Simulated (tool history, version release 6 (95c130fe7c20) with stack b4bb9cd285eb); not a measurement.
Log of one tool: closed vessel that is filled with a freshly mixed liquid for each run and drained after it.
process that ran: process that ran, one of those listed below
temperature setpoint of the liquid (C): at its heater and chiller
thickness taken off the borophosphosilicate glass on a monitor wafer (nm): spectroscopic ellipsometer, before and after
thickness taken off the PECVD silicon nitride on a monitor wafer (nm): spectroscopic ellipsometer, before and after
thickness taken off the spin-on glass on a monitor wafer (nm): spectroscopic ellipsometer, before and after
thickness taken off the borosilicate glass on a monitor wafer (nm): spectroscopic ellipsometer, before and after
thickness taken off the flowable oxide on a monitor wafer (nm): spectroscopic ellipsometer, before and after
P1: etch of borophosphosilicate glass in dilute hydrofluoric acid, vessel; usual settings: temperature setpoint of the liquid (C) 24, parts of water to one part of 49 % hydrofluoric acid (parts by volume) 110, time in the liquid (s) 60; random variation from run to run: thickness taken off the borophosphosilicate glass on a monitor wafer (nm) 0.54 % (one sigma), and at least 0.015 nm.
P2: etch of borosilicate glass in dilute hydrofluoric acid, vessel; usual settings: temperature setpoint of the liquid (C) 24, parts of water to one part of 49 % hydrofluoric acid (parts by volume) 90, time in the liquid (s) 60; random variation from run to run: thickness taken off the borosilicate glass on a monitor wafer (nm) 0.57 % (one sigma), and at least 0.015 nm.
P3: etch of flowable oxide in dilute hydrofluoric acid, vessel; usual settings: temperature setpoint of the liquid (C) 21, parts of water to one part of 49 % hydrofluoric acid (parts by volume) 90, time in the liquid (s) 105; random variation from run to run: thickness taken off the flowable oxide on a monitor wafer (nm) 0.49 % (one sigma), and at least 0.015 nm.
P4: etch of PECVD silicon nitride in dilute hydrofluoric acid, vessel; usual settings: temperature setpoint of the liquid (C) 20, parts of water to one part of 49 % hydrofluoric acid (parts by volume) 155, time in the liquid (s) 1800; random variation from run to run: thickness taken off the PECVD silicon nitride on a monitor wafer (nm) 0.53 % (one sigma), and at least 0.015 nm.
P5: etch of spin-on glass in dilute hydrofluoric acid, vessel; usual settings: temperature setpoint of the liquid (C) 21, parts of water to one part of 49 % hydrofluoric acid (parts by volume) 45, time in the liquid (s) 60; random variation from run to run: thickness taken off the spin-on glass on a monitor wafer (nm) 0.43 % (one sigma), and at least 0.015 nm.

run   hour  process that ran  temperature setpoint of the liquid (C)  parts of water to one part of 49 % hydrofluoric acid (parts by volume)  time in the liquid (s)  hours since the thermometer was replaced  hours since the hydrofluoric acid flow meter was replaced  thickness taken off the borophosphosilicate glass on a monitor wafer (nm)  thickness taken off the PECVD silicon nitride on a monitor wafer (nm)  thickness taken off the spin-on glass on a monitor wafer (nm)  thickness taken off the borosilicate glass on a monitor wafer (nm)  thickness taken off the flowable oxide on a monitor wafer (nm)
  1    6.7                P1                                      24                                                                     110                      60                                    1082.8                                                      685.7                                                                     14.316
  2   13.3                P4                                      20                                                                     155                    1800                                    1089.4                                                      692.3                                                                                                                                            16.824
  3   21.4                P5                                      21                                                                      20                      60                                    1097.5                                                      700.4                                                                                                                                                                                                           110.64
  4   27.2                P1                                      24                                                                      70                      60                                    1103.3                                                      706.2                                                                     23.563
  5   34.7                P4                                      20                                                                     155                    1800                                    1110.8                                                      713.7                                                                                                                                            16.893
  6   47.2                P1                                      24                                                                     200                      60                                    1123.3                                                      726.2                                                                     7.0655
  7   59.4                P2                                      24                                                                      90                      30                                    1135.5                                                      738.4                                                                                                                                                                                                                                                                               7.6362
  8   71.3                P3                                      21                                                                      90                     170                                    1147.4                                                      750.3                                                                                                                                                                                                                                                                                                                                               51.747
  9   77.5                P2                                      31                                                                      90                      60                                    1153.6                                                      756.5                                                                                                                                                                                                                                                                               19.852
 10   87.5                P1                                      24                                                                     110                      60                                    1163.6                                                      766.5                                                                     14.219
 11   98.5                P1                                      24                                                                     175                      85                                    1174.6                                                      777.5                                                                     11.656
 12    108                P1                                      24                                                                     110                      60                                    1184.1                                                        787                                                                       14.5
 13    114                P1                                      24                                                                     110                      60                                    1190.1                                                        793                                                                     14.371
 14  126.4                P1                                      24                                                                     110                      60                                    1202.5                                                      805.4                                                                     14.145
 15  131.8                P4                                      17                                                                     155                    1800                                    1207.9                                                      810.8                                                                                                                                            13.809
 16  143.7                P1                                      17                                                                     110                      60                                    1219.8                                                      822.7                                                                      10.77
 17  152.3                P3                                      21                                                                     165                     105                                    1228.4                                                      831.3                                                                                                                                                                                                                                                                                                                                               16.151
 18  157.8                P4                                      20                                                                     155                    3145                                    1233.9                                                      836.8                                                                                                                                            29.463
 19    167                P3                                      17                                                                      90                     105                                    1243.1                                                        846                                                                                                                                                                                                                                                                                                                                                27.11
 20  178.1                P3                                      21                                                                      90                     105                                    1254.2                                                      857.1                                                                                                                                                                                                                                                                                                                                               32.138
 21  185.3                P1                                      24                                                                     110                      85                                    1261.4                                                      864.3                                                                     20.172
 22  194.8                P5                                    25.5                                                                      45                      60                                    1270.9                                                      873.8                                                                                                                                                                                                           57.455
 23  202.1                P3                                      21                                                                      90                     105                                    1278.2                                                      881.1                                                                                                                                                                                                                                                                                                                                                32.29
 24  207.7                P5                                      21                                                                      45                      60                                    1283.8                                                      886.7                                                                                                                                                                                                           47.617
 25  215.5                P5                                      21                                                                      45                     110                                    1291.6                                                      894.5                                                                                                                                                                                                           87.101
 26  226.3                P1                                    29.5                                                                     110                      60                                    1302.4                                                      905.3                                                                     17.689
 27  234.7                P4                                      20                                                                     260                    1800                                    1310.8                                                      913.7                                                                                                                                            10.207
 28  246.6                P1                                      24                                                                     110                      30                                    1322.7                                                      925.6                                                                     7.0658
 29  258.3                P2                                      24                                                                     140                      60                                    1334.4                                                      937.3                                                                                                                                                                                                                                                                               9.1224
 30  264.8                P2                                      24                                                                      90                      60                                    1340.9                                                      943.8                                                                                                                                                                                                                                                                               15.366
 31  273.8                P1                                      20                                                                     110                      30                                    1349.9                                                      952.8                                                                     6.0354
 32  281.9                P1                                      24                                                                     110                      60                                      1358                                                      960.9                                                                     14.432

Forecast run 33:
 33  289.2                P1                                      24                                                                     110                      60                                    1365.3                                                      968.2                                                                          ?

{"run 33": {"thickness taken off the borophosphosilicate glass on a monitor wafer (nm)": 13.963}}

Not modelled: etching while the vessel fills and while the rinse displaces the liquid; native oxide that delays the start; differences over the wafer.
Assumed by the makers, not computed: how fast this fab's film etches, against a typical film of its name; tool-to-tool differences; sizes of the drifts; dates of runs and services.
